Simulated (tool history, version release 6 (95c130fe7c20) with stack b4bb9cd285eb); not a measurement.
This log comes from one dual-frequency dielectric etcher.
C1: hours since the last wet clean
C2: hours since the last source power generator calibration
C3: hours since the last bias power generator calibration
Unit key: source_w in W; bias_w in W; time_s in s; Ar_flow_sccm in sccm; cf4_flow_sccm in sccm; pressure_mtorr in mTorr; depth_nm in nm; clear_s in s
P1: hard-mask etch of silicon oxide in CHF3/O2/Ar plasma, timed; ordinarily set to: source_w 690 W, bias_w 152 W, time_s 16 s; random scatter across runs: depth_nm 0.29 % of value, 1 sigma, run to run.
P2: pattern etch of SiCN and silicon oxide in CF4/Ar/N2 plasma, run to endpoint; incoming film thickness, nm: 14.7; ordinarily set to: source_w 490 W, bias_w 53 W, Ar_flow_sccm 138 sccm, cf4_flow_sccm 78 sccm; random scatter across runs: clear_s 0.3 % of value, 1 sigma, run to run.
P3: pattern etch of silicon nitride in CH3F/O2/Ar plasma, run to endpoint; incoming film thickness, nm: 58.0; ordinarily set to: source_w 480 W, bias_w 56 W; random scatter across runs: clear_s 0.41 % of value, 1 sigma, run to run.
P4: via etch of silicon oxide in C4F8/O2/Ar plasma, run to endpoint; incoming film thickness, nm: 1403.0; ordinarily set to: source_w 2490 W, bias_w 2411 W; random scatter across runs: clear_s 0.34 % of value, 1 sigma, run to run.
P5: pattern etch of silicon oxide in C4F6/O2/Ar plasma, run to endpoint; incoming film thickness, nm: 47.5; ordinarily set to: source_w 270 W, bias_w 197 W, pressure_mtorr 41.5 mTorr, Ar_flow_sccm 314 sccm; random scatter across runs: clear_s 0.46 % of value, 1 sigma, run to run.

Run 1, hour 6.4: process P1, source_w 690 W, bias_w 152 W, time_s 16 s; C1 110.3; C2 1382.9; C3 989.8. Result: depth_nm 31.850 nm.
Run 2, hour 14.6: process P1, source_w 690 W, bias_w 208 W, time_s 21 s; C1 118.5; C2 1391.1; C3 998.0. Result: depth_nm 46.428 nm.
Run 3, hour 21.9: process P1, source_w 690 W, bias_w 115 W, time_s 16 s; C1 125.8; C2 1398.4; C3 1005.3. Result: depth_nm 29.320 nm.
Run 4, hour 32.2: process P4, source_w 2490 W, bias_w 2411 W; C1 136.1; C2 1408.7; C3 1015.6. Result: clear_s 236.720 s.
Run 5, hour 42.2: process P2, source_w 490 W, bias_w 36 W, Ar_flow_sccm 138 sccm, cf4_flow_sccm 78 sccm; C1 146.1; C2 1418.7; C3 1025.6. Result: clear_s 20.351 s.
Run 6, hour 51.4: process P5, source_w 180 W, bias_w 197 W, Ar_flow_sccm 314 sccm, pressure_mtorr 41.5 mTorr; C1 155.3; C2 1427.9; C3 1034.8. Result: clear_s 20.338 s.
Run 7, hour 58.2: process P1, source_w 690 W, bias_w 201 W, time_s 16 s; C1 162.1; C2 1434.7; C3 1041.6. Result: depth_nm 35.078 nm.
Run 8, hour 64.7: process P4, source_w 2490 W, bias_w 2411 W; C1 168.6; C2 1441.2; C3 1048.1. Result: clear_s 235.320 s.
Run 9, hour 74.4: process P4, source_w 2490 W, bias_w 3185 W; C1 178.3; C2 1450.9; C3 1057.8. Result: clear_s 216.730 s.
Run 10, hour 81.4: process P5, source_w 270 W, bias_w 197 W, Ar_flow_sccm 314 sccm, pressure_mtorr 57.0 mTorr; C1 185.3; C2 1457.9; C3 1064.8. Result: clear_s 17.998 s.
Run 11, hour 91.9: process P1, source_w 690 W, bias_w 152 W, time_s 24 s; C1 195.8; C2 1468.4; C3 1075.3. Result: depth_nm 48.020 nm.
Run 12, hour 97.0: process P3, source_w 480 W, bias_w 56 W; C1 200.9; C2 1473.5; C3 1080.4. Result: clear_s 83.923 s.
Run 13, hour 102.6: process P1, source_w 690 W, bias_w 152 W, time_s 16 s; C1 206.5; C2 1479.1; C3 1086.0. Result: depth_nm 32.053 nm.
Run 14, hour 112.7: process P1, source_w 540 W, bias_w 152 W, time_s 16 s; C1 216.6; C2 1489.2; C3 1096.1. Result: depth_nm 28.994 nm.
Run 15, hour 120.2: process P1, source_w 690 W, bias_w 152 W, time_s 16 s; C1 224.1; C2 1496.7; C3 1103.6. Result: depth_nm 32.004 nm.
Run 16, hour 124.8: process P3, source_w 480 W, bias_w 56 W; C1 228.7; C2 1501.3; C3 1108.2. Result: clear_s 84.185 s.
Run 17, hour 135.1: process P1, source_w 690 W, bias_w 152 W, time_s 9 s; C1 239.0; C2 1511.6; C3 1118.5. Result: depth_nm 17.974 nm.
Run 18, hour 142.3: process P5, source_w 270 W, bias_w 197 W, Ar_flow_sccm 416 sccm, pressure_mtorr 41.5 mTorr; C1 246.2; C2 1518.8; C3 1125.7. Result: clear_s 17.721 s.
Run 19, hour 151.4: process P4, source_w 3510 W, bias_w 2411 W; C1 255.3; C2 1527.9; C3 1134.8. Result: clear_s 205.840 s.
Run 20, hour 156.5: process P5, source_w 270 W, bias_w 197 W, Ar_flow_sccm 314 sccm, pressure_mtorr 41.5 mTorr; C1 260.4; C2 1533.0; C3 1139.9. Result: clear_s 17.375 s.
Run 21, hour 164.9: process P3, source_w 670 W, bias_w 56 W; C1 268.8; C2 1541.4; C3 1148.3. Result: clear_s 73.766 s.
Run 22, hour 170.4: process P1, source_w 690 W, bias_w 152 W, time_s 16 s; C1 274.3; C2 1546.9; C3 1153.8. Result: depth_nm 32.018 nm.
Run 23, hour 178.1: process P3, source_w 480 W, bias_w 76 W; C1 282.0; C2 1554.6; C3 1161.5. Result: clear_s 76.017 s.

The next listed run, before its measurement:
Run 24, hour 183.6: process P2, source_w 490 W, bias_w 53 W, Ar_flow_sccm 138 sccm, cf4_flow_sccm 78 sccm; C1 287.5; C2 1560.1; C3 1167.0. Result: clear_s ?.

{"run 24": {"clear_s": 18.237}}

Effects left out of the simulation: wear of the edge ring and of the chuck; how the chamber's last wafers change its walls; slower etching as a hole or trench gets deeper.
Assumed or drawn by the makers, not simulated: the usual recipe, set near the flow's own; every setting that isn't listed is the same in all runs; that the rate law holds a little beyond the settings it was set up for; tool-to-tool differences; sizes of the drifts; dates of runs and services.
